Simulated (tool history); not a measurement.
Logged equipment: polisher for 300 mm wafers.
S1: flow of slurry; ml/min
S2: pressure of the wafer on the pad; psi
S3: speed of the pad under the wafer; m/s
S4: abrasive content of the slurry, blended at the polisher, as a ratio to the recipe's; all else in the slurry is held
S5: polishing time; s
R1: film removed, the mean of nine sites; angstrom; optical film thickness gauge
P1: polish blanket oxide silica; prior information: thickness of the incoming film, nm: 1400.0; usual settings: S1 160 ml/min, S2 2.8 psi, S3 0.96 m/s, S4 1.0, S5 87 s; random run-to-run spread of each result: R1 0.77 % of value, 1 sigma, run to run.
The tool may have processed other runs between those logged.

run 1 hour=11.5 | S1=160 S2=2.8 S3=0.96 S4=1.0 S5=87 | R1=1425.40
run 2 hour=24.9 | S1=225 S2=2.8 S3=0.96 S4=1.0 S5=87 | R1=1486.50
run 3 hour=34.3 | S1=105 S2=2.8 S3=0.96 S4=1.0 S5=87 | R1=1310.30
run 4 hour=47.3 | S1=160 S2=2.8 S3=0.96 S4=1.0 S5=87 | R1=1411.80
run 5 hour=55.8 | S1=160 S2=2.8 S3=0.96 S4=1.0 S5=87 | R1=1439.60
-- hour=57.0 head pressure recalibrated
run 6 hour=70.0 | S1=160 S2=2.8 S3=0.96 S4=1.4 S5=87 | R1=1642.20
run 7 hour=84.8 | S1=160 S2=2.8 S3=1.30 S4=1.0 S5=87 | R1=1817.30
-- hour=87.9 slurry nozzle cleaned
run 8 hour=93.9 | S1=160 S2=2.8 S3=0.96 S4=1.0 S5=62 | R1=1006.20
run 9 hour=106.4 | S1=160 S2=2.8 S3=0.96 S4=0.6 S5=87 | R1=1100.00
run 10 hour=114.5 | S1=160 S2=2.8 S3=0.96 S4=1.0 S5=87 | R1=1445.90
run 11 hour=122.3 | S1=120 S2=2.8 S3=1.34 S4=1.0 S5=87 | R1=1764.10
run 12 hour=136.9 | S1=160 S2=1.7 S3=0.96 S4=1.0 S5=87 | R1=865.43
run 13 hour=149.3 | S1=160 S2=2.8 S3=0.62 S4=1.0 S5=87 | R1=1003.70
run 14 hour=158.1 | S1=160 S2=2.8 S3=0.96 S4=1.0 S5=87 | R1=1449.30
run 15 hour=169.6 | S1=160 S2=2.8 S3=0.96 S4=1.0 S5=127 | R1=2075.90
run 16 hour=178.6 | S1=160 S2=4.4 S3=0.96 S4=1.0 S5=87 | R1=2229.40
run 17 hour=193.4 | S1=160 S2=2.8 S3=0.58 S4=1.3 S5=87 | R1=1051.40
run 18 hour=205.7 | S1=160 S2=2.8 S3=0.96 S4=1.0 S5=87 | R1=1445.50
run 19 hour=214.2 | S1=160 S2=2.8 S3=0.96 S4=1.0 S5=87 | R1=1391.70
run 20 hour=222.5 | S1=160 S2=2.8 S3=0.96 S4=1.0 S5=87 | R1=1351.40
run 21 hour=236.3 | S1=160 S2=2.8 S3=0.96 S4=1.0 S5=87 | R1=1296.50
run 22 hour=244.9 | S1=160 S2=2.8 S3=0.96 S4=1.0 S5=87 | R1=1287.90
run 23 hour=257.2 | S1=160 S2=2.8 S3=0.96 S4=1.0 S5=87 | R1=1287.40

Run 24 comes next. What will it give?
run 24 hour=264.4 | S1=160 S2=2.8 S3=0.96 S4=1.0 S5=87 | R1=?

R1: 1262.90 angstrom

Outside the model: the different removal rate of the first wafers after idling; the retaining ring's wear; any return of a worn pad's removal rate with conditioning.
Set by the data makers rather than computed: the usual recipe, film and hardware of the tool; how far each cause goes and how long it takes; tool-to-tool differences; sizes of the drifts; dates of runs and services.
